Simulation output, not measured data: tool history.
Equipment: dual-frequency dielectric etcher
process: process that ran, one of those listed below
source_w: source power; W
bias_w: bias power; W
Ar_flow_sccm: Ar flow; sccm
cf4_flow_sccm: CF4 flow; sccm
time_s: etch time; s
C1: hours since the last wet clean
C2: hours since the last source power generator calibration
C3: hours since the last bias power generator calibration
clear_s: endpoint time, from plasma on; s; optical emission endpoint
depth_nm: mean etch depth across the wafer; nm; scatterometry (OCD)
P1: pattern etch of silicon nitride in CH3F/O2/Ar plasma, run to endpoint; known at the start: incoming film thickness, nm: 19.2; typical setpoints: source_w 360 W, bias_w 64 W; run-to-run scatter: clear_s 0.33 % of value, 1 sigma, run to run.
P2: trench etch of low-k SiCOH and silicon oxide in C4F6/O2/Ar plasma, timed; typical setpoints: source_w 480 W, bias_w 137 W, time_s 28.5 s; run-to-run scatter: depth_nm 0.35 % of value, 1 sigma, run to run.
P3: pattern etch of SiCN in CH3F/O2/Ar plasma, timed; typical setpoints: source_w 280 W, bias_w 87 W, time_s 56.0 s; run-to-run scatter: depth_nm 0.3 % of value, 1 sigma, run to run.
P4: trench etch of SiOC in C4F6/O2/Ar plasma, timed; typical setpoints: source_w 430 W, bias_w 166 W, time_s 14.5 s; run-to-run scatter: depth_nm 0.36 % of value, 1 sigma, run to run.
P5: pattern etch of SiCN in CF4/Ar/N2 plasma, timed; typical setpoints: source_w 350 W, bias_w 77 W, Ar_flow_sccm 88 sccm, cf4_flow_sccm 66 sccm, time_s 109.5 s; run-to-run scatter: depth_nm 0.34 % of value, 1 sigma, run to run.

Run 1, hour 8.8: process P1, source_w 360 W, bias_w 64 W; C1 272.0; C2 584.2; C3 2776.1. Result: clear_s 29.305 s.
Run 2, hour 21.4: process P5, source_w 350 W, bias_w 77 W, Ar_flow_sccm 88 sccm, cf4_flow_sccm 66 sccm, time_s 109.5 s; C1 284.6; C2 596.8; C3 2788.7. Result: depth_nm 80.242 nm.
Run 3, hour 31.7: process P1, source_w 360 W, bias_w 64 W; C1 294.9; C2 607.1; C3 2799.0. Result: clear_s 29.300 s.
Run 4, hour 39.7: process P2, source_w 480 W, bias_w 137 W, time_s 18.0 s; C1 302.9; C2 615.1; C3 2807.0. Result: depth_nm 54.136 nm.
Run 5, hour 48.5: process P3, source_w 390 W, bias_w 87 W, time_s 56.0 s; C1 311.7; C2 623.9; C3 2815.8. Result: depth_nm 21.895 nm.
Run 6, hour 60.0: process P4, source_w 430 W, bias_w 166 W, time_s 14.5 s; C1 323.2; C2 635.4; C3 2827.3. Result: depth_nm 30.507 nm.
Run 7, hour 68.7: process P5, source_w 350 W, bias_w 77 W, Ar_flow_sccm 88 sccm, cf4_flow_sccm 66 sccm, time_s 109.5 s; C1 331.9; C2 644.1; C3 2836.0. Result: depth_nm 80.066 nm.
Run 8, hour 81.8: process P3, source_w 280 W, bias_w 87 W, time_s 74.0 s; C1 345.0; C2 657.2; C3 2849.1. Result: depth_nm 25.478 nm.
Run 9, hour 89.1: process P5, source_w 460 W, bias_w 77 W, Ar_flow_sccm 88 sccm, cf4_flow_sccm 66 sccm, time_s 109.5 s; C1 352.3; C2 664.5; C3 2856.4. Result: depth_nm 102.090 nm.
Run 10, hour 98.5: process P3, source_w 280 W, bias_w 63 W, time_s 56.0 s; C1 361.7; C2 673.9; C3 2865.8. Result: depth_nm 17.208 nm.
Run 11, hour 108.4: process P1, source_w 360 W, bias_w 64 W; C1 371.6; C2 683.8; C3 2875.7. Result: clear_s 29.407 s.
Run 12, hour 121.5: process P2, source_w 370 W, bias_w 137 W, time_s 28.5 s; C1 384.7; C2 696.9; C3 2888.8. Result: depth_nm 77.948 nm.
Run 13, hour 132.1: process P1, source_w 360 W, bias_w 64 W; C1 395.3; C2 707.5; C3 2899.4. Result: clear_s 29.383 s.
Run 14, hour 139.9: process P1, source_w 360 W, bias_w 52 W; C1 403.1; C2 715.3; C3 2907.2. Result: clear_s 31.278 s.
Run 15, hour 148.2: process P1, source_w 450 W, bias_w 43 W; C1 411.4; C2 723.6; C3 2915.5. Result: clear_s 30.598 s.
Run 16, hour 160.9: process P2, source_w 480 W, bias_w 137 W, time_s 28.5 s; C1 424.1; C2 736.3; C3 2928.2. Result: depth_nm 86.035 nm.
Run 17, hour 168.1: process P1, source_w 360 W, bias_w 64 W; C1 431.3; C2 743.5; C3 2935.4. Result: clear_s 29.314 s.
Run 18, hour 177.9: process P3, source_w 280 W, bias_w 87 W, time_s 56.0 s; C1 441.1; C2 753.3; C3 2945.2. Result: depth_nm 19.282 nm.
Run 19, hour 188.1: process P1, source_w 360 W, bias_w 64 W; C1 451.3; C2 763.5; C3 2955.4. Result: clear_s 29.278 s.
Run 20, hour 198.5: process P4, source_w 430 W, bias_w 166 W, time_s 21.0 s; C1 461.7; C2 773.9; C3 2965.8. Result: depth_nm 43.857 nm.
Run 21, hour 209.7: process P5, source_w 350 W, bias_w 77 W, Ar_flow_sccm 88 sccm, cf4_flow_sccm 86 sccm, time_s 109.5 s; C1 472.9; C2 785.1; C3 2977.0. Result: depth_nm 82.734 nm.
Run 22, hour 223.1: process P2, source_w 480 W, bias_w 81 W, time_s 28.5 s; C1 486.3; C2 798.5; C3 2990.4. Result: depth_nm 74.991 nm.

Run 23 comes next. What will it give?
Run 23, hour 236.6: process P4, source_w 430 W, bias_w 166 W, time_s 14.5 s; C1 499.8; C2 812.0; C3 3003.9. Result: depth_nm ?.

{"run 23": {"depth_nm": 30.43}}

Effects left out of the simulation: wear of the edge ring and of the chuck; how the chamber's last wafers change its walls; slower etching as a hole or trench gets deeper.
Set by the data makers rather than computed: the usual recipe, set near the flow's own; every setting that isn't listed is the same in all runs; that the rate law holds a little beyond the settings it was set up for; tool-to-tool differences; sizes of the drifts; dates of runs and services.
